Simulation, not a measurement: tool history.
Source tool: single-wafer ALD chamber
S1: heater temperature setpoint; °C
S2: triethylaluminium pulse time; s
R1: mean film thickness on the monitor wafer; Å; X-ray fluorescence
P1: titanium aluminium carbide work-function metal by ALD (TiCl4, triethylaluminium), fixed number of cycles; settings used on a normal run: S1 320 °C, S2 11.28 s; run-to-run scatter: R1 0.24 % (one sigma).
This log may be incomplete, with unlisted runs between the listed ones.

Run 1, hour 3.9: S1 320 °C, S2 11.28 s. Result: R1 22.038 Å.
Run 2, hour 8.2: S1 320 °C, S2 11.28 s. Result: R1 22.044 Å.
Run 3, hour 11.8: S1 341 °C, S2 11.28 s. Result: R1 23.87 Å.
At hour 14.1: thermocouple changed; heater temperature recalibrated.
Run 4, hour 17.6: S1 320 °C, S2 11.28 s. Result: R1 22.12 Å.
Run 5, hour 22.6: S1 337 °C, S2 6.4 s. Result: R1 21.485 Å.
Run 6, hour 28.2: S1 335 °C, S2 4.29 s. Result: R1 18.439 Å.
Run 7, hour 33.1: S1 307 °C, S2 11.28 s. Result: R1 20.891 Å.
Run 8, hour 40.4: S1 320 °C, S2 11.28 s. Result: R1 22.076 Å.
Run 9, hour 46.2: S1 320 °C, S2 16.83 s. Result: R1 22.425 Å.
Run 10, hour 52: S1 320 °C, S2 6.78 s. Result: R1 20.367 Å.
Run 11, hour 56: S1 320 °C, S2 11.28 s. Result: R1 22.024 Å.
Run 12, hour 59.9: S1 332 °C, S2 17.63 s. Result: R1 23.526 Å.
Run 13, hour 67.2: S1 320 °C, S2 11.28 s. Result: R1 22.144 Å.
Run 14, hour 72.2: S1 320 °C, S2 11.28 s. Result: R1 21.806 Å.
Run 15, hour 79.9: S1 320 °C, S2 11.28 s. Result: R1 21.69 Å.
Run 16, hour 84: S1 320 °C, S2 11.28 s. Result: R1 21.52 Å.
Run 17, hour 91.7: S1 320 °C, S2 11.28 s. Result: R1 21.631 Å.
Run 18, hour 98.2: S1 320 °C, S2 11.28 s. Result: R1 21.6 Å.
Run 19, hour 105.8: S1 320 °C, S2 11.28 s. Result: R1 21.628 Å.

What P1 gives has crept away from where it was. These 2 causes fit the log equally well, each at the size given:
A: triethylaluminium dose below that of a fresh bottle (%) = 18.4
B: wafer temperature below the value expected at the setpoint (K) = 5.39
At approximately hour 67.2, the process output began to creep.

Listed below are the offered check runs, one wafer per run, with question marks in place of results. For which of them would the causes give clearly different outcomes?
Run check 1, hour 113.4: S1 332 °C, S2 11.28 s. Result: R1 ?.
Run check 2, hour 113.4: S1 310 °C, S2 11.28 s. Result: R1 ?.
Run check 3, hour 113.4: S1 330 °C, S2 11.28 s. Result: R1 ?.
Run check 4, hour 113.4: S1 320 °C, S2 7.63 s. Result: R1 ?.

Check results expected under each cause:
  check  result    if A    if B
check 1      R1  22.622  22.642
check 2      R1  20.696  20.681
check 3      R1  22.446  22.463
check 4      R1   19.88  20.433
How far apart the two closest causes lie, in the result that separates them most: check 1 0.09 %; check 2 0.08 %; check 3 0.07 %; check 4 2.75 %
Check 4 tells the causes apart: in the others they would give nearly the same result.

Check 4 has now been run. It gave: R1 20.464 Å. Which of the candidate causes is it?

Of the candidate causes, it is B: wafer temperature below the value expected at the setpoint (K).

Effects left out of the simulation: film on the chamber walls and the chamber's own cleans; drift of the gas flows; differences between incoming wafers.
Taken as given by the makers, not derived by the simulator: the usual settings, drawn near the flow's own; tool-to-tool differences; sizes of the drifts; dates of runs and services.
